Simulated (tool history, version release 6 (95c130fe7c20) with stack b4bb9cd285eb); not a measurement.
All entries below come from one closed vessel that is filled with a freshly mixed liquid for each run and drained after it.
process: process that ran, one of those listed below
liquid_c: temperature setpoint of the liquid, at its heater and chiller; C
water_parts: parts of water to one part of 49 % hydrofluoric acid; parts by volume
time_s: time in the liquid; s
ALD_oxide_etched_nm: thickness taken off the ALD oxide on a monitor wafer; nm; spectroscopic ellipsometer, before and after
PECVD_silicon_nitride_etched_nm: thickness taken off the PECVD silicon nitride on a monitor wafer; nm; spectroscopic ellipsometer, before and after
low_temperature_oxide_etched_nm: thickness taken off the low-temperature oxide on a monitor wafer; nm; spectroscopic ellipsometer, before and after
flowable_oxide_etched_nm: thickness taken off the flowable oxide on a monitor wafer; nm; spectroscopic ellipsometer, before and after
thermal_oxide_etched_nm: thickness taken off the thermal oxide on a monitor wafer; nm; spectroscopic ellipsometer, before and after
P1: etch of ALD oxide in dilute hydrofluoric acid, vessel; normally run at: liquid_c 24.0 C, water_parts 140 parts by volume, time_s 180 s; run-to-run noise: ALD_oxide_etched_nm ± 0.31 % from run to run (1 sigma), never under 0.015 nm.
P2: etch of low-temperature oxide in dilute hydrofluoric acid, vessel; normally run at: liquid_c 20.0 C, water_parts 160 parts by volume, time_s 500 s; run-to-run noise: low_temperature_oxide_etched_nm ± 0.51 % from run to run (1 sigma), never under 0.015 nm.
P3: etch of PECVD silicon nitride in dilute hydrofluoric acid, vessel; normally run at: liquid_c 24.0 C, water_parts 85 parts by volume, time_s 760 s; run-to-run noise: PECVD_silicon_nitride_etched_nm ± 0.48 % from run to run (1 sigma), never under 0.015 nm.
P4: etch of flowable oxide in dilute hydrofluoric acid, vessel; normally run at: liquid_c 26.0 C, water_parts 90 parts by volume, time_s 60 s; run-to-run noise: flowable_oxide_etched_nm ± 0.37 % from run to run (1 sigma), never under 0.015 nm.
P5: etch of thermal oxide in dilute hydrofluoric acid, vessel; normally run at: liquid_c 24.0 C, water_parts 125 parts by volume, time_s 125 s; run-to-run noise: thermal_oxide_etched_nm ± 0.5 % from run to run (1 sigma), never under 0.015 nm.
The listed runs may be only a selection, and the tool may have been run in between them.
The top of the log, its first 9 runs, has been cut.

run	hour	process	liquid_c	water_parts	time_s	hours since the thermometer was replaced	hours since the hydrofluoric acid flow meter was replaced	ALD_oxide_etched_nm	PECVD_silicon_nitride_etched_nm	low_temperature_oxide_etched_nm	flowable_oxide_etched_nm	thermal_oxide_etched_nm
10	44.0	P1	24.0	140	180	919.8	1603.6	25.2950				
11	46.9	P5	31.0	125	125	922.7	1606.5					5.9808
12	52.1	P3	24.0	135	760	927.9	1611.7		11.490			
13	56.2	P1	24.0	70	180	932.0	1615.8	55.1520				
14	60.8	P1	24.0	140	180	936.6	1620.4	25.4530				
15	67.2	P3	17.5	85	760	943.0	1626.8		11.605			
16	71.4	P1	20.0	140	180	947.2	1631.0	21.7620				
# hour 74.6: thermometer replaced
17	75.5	P1	24.0	140	180	0.9	1635.1	25.3230				
18	81.3	P4	34.0	90	60	6.7	1640.9				54.018	
19	84.9	P1	28.5	140	180	10.3	1644.5	30.1470				
20	90.7	P5	24.0	125	200	16.1	1650.3					7.4213
21	95.3	P1	24.0	80	295	20.7	1654.9	78.2400				
22	100.1	P1	24.0	140	180	25.5	1659.7	25.2570				
23	106.1	P4	26.0	90	60	31.5	1665.7				39.659	
24	111.3	P5	24.0	125	125	36.7	1670.9					4.6368
25	114.3	P1	24.0	215	180	39.7	1673.9	15.2120				
26	120.0	P2	20.0	280	500	45.4	1679.6			14.6500		
27	125.0	P2	17.0	160	500	50.4	1684.6			25.1520		
28	130.1	P1	17.5	140	60	55.5	1689.7	6.5294				

For run 29, what comes out?
29	134.5	P1	24.0	140	70	59.9	1694.1	?				

Run 29 produced ALD_oxide_etched_nm 9.8415 nm.

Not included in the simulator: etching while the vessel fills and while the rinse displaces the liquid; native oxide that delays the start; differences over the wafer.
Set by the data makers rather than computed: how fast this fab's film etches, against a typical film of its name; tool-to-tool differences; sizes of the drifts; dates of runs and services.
